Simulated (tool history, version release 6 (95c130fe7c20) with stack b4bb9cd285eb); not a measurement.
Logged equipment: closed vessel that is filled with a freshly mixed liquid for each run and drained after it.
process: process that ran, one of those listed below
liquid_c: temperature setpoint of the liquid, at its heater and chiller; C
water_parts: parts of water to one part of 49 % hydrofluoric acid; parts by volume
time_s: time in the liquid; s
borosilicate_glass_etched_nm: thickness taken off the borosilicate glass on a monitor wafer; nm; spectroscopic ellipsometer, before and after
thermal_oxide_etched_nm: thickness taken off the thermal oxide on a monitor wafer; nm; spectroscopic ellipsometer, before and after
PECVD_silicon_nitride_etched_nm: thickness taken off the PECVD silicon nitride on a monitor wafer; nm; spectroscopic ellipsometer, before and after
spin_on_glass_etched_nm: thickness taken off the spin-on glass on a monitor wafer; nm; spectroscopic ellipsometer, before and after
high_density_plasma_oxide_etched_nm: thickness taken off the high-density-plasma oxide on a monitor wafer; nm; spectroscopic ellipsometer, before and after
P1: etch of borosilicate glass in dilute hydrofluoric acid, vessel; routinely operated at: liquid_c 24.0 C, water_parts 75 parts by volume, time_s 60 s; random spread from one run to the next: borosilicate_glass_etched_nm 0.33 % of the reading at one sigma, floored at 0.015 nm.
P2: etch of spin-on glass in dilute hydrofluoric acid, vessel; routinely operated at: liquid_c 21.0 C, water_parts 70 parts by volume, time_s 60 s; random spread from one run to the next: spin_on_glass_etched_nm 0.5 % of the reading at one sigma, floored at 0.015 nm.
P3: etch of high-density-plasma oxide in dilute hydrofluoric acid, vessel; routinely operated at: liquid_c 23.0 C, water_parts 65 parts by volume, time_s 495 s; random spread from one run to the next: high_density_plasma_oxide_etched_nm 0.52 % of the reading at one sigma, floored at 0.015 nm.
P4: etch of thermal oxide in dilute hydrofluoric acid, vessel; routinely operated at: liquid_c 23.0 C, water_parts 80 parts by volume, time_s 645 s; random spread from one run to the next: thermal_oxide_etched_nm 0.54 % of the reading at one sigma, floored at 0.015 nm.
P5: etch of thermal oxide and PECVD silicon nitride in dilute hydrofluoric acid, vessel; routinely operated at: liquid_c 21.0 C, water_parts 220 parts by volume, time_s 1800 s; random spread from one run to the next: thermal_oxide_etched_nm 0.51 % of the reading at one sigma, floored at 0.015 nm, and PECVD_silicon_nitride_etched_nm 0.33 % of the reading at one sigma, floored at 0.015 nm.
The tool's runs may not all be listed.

run   hour  process  liquid_c  water_parts  time_s  hours since the thermometer was replaced  hours since the hydrofluoric acid flow meter was replaced  borosilicate_glass_etched_nm  thermal_oxide_etched_nm  PECVD_silicon_nitride_etched_nm  spin_on_glass_etched_nm  high_density_plasma_oxide_etched_nm
  1    9.0       P1      24.0           75      60                                     794.4                                                      526.0                        27.996
  2   23.2       P4      23.0           80     645                                     808.6                                                      540.2                                                 36.861
  3   38.7       P1      32.5           75      60                                     824.1                                                      555.7                        39.092
  4   52.3       P1      24.0          120      60                                     837.7                                                      569.3                        16.722
  5   61.6       P5      28.0          220    1800                                     847.0                                                      578.6                                                 39.565                           61.331
  6   72.7       P4      23.0           80     975                                     858.1                                                      589.7                                                 55.793
  7   84.6       P2      21.0           70      60                                     870.0                                                      601.6                                                                                                           24.309
  8   93.7       P1      24.0           75      30                                     879.1                                                      610.7                        13.950
  9  105.2       P1      24.0          115     115                                     890.6                                                      622.2                        33.295
 10  113.6       P3      23.0           65     130                                     899.0                                                      630.6                                                                                                                                                12.106
 11  126.5       P3      23.0           90     495                                     911.9                                                      643.5                                                                                                                                                32.307
 12  138.9       P2      21.0          105      60                                     924.3                                                      655.9                                                                                                           15.470
 13  156.3       P1      24.0           75     105                                     941.7                                                      673.3                        49.412
 14  169.4       P4      23.0           25     645                                     954.8                                                      686.4                                                126.790
 15  185.9       P5      21.0           70    1800                                     971.3                                                      702.9                                                112.320                          120.330
 16  199.4       P1      24.0           75      60                                     984.8                                                      716.4                        28.177
     204.6  -- thermometer replaced
 17  215.5       P3      23.0           65     495                                      11.0                                                      732.5                                                                                                                                                46.412
 18  227.5       P4      17.5           80     645                                      23.0                                                      744.5                                                 29.355
 19  235.5       P1      24.0           40      60                                      31.0                                                      752.5                        54.938
 20  243.8       P1      24.0          100     115                                      39.3                                                      760.8                        39.154
 21  260.5       P1      24.0           75      60                                      56.0                                                      777.5                        28.117
 22  271.7       P2      17.0           70      60                                      67.2                                                      788.7                                                                                                           20.566
 23  285.7       P1      24.0           75      60                                      81.2                                                      802.7                        28.229
     294.4  -- hydrofluoric acid flow meter replaced
 24  299.7       P5      21.0          220    1800                                      95.2                                                        5.3                                                 30.534                           39.582
 25  316.5       P5      21.0          220    3530                                     112.0                                                       22.1                                                 59.907                           77.559
 26  330.9       P1      17.0           75      60                                     126.4                                                       36.5                        21.019
 27  340.8       P2      21.0           70      60                                     136.3                                                       46.4                                                                                                           24.500
 28  351.4       P2      21.0           70     110                                     146.9                                                       57.0                                                                                                           44.760
 29  364.1       P3      17.0           65     495                                     159.6                                                       69.7                                                                                                                                                35.842
 30  377.9       P1      24.0           75      60                                     173.4                                                       83.5                        28.228
 31  391.4       P1      24.0           75      60                                     186.9                                                       97.0                        27.945
 32  400.3       P1      24.0           75      60                                     195.8                                                      105.9                        27.552
 33  414.9       P1      24.0           75      60                                     210.4                                                      120.5                        26.887
 34  429.1       P1      24.0           75      60                                     224.6                                                      134.7                        26.591
 35  445.6       P1      24.0           75      60                                     241.1                                                      151.2                        26.455
 36  459.7       P1      24.0           75      60                                     255.2                                                      165.3                        26.203
 37  471.1       P1      24.0           75      60                                     266.6                                                      176.7                        26.403
 38  484.0       P1      24.0           75      60                                     279.5                                                      189.6                        26.156
 39  498.1       P1      24.0           75      60                                     293.6                                                      203.7                        26.099

Something has made what P1 gives creep away from where it was; the 2 causes below, each at its own stated size, fit the log equally well:
A: liquid colder than its thermometer reads (K) = 1.78
B: hydrofluoric acid flow below the setpoint (%) = 6.37
The creep began at about hour 391.4.

Below are 4 check runs, each on a single wafer, with their results shown as question marks. Which of them would tell the listed causes apart, meaning the causes would give clearly different results under it?
check 1  512.2       P2      21.0           70      60                                                                                                                                                                                                                     ?
check 2  512.2       P5      21.0          220    1800                                                                                                                                                           ?                                ?
check 3  512.2       P4      23.0           80     645                                                                                                                                                           ?
check 4  512.2       P3      23.0           65     495                                                                                                                                                                                                                                                          ?

Outcome of each check run for each possible cause:
  check                               result    if A    if B
check 1              spin_on_glass_etched_nm  22.519  22.588
check 2              thermal_oxide_etched_nm  28.464  28.108
check 2      PECVD_silicon_nitride_etched_nm  35.061  36.922
check 3              thermal_oxide_etched_nm  34.445  34.454
check 4  high_density_plasma_oxide_etched_nm  42.962  43.056
How far apart the two closest causes lie, in the result that separates them most: check 1 0.3 %; check 2 5.17 %; check 3 0.03 %; check 4 0.22 %
Of the check runs offered, only check 2 discriminates between the causes; the rest would read about the same regardless of which cause applies.

With check 2 done, the readings were: thermal_oxide_etched_nm 27.944 nm; PECVD_silicon_nitride_etched_nm 36.858 nm. Identify which of the listed causes applies.

The cause is B: hydrofluoric acid flow below the setpoint (%).
